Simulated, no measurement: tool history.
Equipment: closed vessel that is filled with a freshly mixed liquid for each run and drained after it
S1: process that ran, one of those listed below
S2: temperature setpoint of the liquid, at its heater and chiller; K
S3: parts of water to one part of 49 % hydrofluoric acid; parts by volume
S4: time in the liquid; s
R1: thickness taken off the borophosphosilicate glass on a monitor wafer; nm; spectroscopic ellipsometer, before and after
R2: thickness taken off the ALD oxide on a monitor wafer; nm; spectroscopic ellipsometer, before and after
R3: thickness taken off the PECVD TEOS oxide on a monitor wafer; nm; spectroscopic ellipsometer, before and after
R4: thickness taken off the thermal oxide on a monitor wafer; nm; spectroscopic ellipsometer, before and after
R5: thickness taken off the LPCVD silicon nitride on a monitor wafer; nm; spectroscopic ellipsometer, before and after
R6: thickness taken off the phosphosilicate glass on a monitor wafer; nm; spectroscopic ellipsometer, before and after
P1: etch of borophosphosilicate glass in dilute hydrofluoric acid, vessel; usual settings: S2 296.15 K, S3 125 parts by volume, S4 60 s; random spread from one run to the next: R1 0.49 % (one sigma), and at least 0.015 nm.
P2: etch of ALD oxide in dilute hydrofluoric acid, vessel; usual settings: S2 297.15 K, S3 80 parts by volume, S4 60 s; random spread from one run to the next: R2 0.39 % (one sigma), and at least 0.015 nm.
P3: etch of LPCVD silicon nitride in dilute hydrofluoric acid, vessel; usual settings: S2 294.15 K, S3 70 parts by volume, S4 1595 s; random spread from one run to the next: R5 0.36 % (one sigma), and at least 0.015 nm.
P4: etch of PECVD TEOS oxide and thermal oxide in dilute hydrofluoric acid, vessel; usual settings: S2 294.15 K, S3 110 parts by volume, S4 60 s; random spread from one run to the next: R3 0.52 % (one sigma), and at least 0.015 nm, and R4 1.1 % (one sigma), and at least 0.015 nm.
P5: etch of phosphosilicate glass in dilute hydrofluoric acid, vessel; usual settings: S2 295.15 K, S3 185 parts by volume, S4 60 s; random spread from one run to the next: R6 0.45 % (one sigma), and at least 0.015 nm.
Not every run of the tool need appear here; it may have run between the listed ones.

run	day	S1	S2	S3	S4	R1	R2	R3	R4	R5	R6
1	0.175	P1	296.15	125	60	15.329					
2	0.375	P2	297.15	135	60		4.0974				
3	0.512	P1	290.15	125	60	12.147					
4	0.667	P1	296.15	125	60	15.375					
5	0.804	P1	301.15	125	60	18.678					
6	0.933	P1	296.15	55	60	38.172					
7	1.108	P1	290.15	125	85	17.003					
8	1.317	P4	294.15	110	60			6.8711	2.2686		
9	1.508	P3	301.15	70	1595					12.906	
10	1.654	P2	301.65	80	60		8.9023				
11	1.758	P1	296.15	125	100	25.734					
12	1.946	P1	296.15	125	30	7.6734					
13	2.058	P1	296.15	125	60	15.391					
14	2.162	P2	297.15	80	95		11.723				
15	2.4	P5	295.15	335	60						25.963
16	2.592	P5	295.15	185	60						53.967
17	2.771	P1	296.15	185	60	9.7397					
18	2.9	P1	296.15	55	30	19.127					
19	3.125	P4	294.15	175	60			4.0787	1.3763		
20	3.296	P1	296.15	125	60	15.472					
21	3.496	P3	294.15	110	1595					5.2173	
22	3.675	P5	291.15	185	60						45.972
23	3.85	P4	294.15	110	30			3.4363	1.1793		
24	3.983	P5	295.15	185	100						89.324

What does the tool deliver on the next run?
25	4.117	P5	295.15	185	60						?

R6: 53.988 nm
